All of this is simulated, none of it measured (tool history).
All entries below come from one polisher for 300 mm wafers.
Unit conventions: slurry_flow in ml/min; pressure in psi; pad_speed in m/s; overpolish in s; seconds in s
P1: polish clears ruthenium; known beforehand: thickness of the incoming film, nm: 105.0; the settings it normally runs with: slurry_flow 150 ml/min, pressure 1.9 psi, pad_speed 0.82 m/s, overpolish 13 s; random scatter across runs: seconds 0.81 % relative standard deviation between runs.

run,hour,slurry_flow,pressure,pad_speed,overpolish,seconds
1,7.2,150,1.9,0.82,13,99.889
2,13.1,200,1.9,0.82,13,95.734
3,17.0,150,1.9,0.82,13,99.556
4,22.1,150,1.9,0.82,13,100.390
5,25.8,205,1.9,0.82,20,95.642
6,31.0,150,1.9,0.82,13,100.810
7,37.2,150,1.9,0.44,13,187.850
# hour 41.8: slurry nozzle cleaned
8,43.4,150,2.4,0.82,18,79.106
9,49.0,150,1.9,0.82,26,100.500
10,55.9,150,1.1,0.82,13,173.840
11,60.1,150,1.9,1.24,13,66.132
12,66.7,90,1.9,0.82,13,110.650
13,71.4,150,1.9,0.82,4,100.550
14,76.8,150,2.6,0.82,13,73.344
15,80.4,150,1.9,0.82,13,100.140
16,87.2,150,1.9,0.82,13,104.060
17,91.6,150,1.9,0.82,13,106.250
# hour 92.8: head pressure recalibrated
18,98.2,150,1.9,0.82,13,105.200
19,103.9,150,1.9,0.82,13,107.130
20,110.1,150,1.9,0.82,13,105.670
21,115.4,150,1.9,0.82,13,107.250

What P1 gives has crept off from where it sat before. The 2 causes that follow fit the log equally well, each at the size noted:
A: slurry flow missing at the pad, % = 28.9
B: removal rate lost through wear of the pad, % = 6.77
Onset of the creep was near hour 80.4.
All other causes, with the reason each is excluded:
head's pressure below its setpoint, %: maintenance at hour 92.8, after the shift began, did not return the process to its former output

Which of the 4 check runs listed below, each an average over 3 wafers with its results shown as question marks, gives clearly different results under the different listed causes?
check 1,120.7,150,1.9,1.14,7,?
check 2,120.7,150,1.9,0.82,4,?
check 3,120.7,90,1.9,0.82,24,?
check 4,120.7,150,1.9,0.54,13,?

What every check run would give for each of its results, assuming each possible cause in turn:
check,result,if A,if B
check 1,seconds,77.329,77.343
check 2,seconds,107.510,107.530
check 3,seconds,125.280,120.450
check 4,seconds,163.250,163.280
Distance between the nearest two causes, measured in the result of the check that separates them most: check 1 0.02 %; check 2 0.02 %; check 3 3.93 %; check 4 0.02 %
Check 3 is the one run that separates the causes; every other check would come out nearly the same whichever cause is at work.

Check 3 was then run and gave: seconds 119.760 s. Which cause is it?

It is B: removal rate lost through wear of the pad, %.

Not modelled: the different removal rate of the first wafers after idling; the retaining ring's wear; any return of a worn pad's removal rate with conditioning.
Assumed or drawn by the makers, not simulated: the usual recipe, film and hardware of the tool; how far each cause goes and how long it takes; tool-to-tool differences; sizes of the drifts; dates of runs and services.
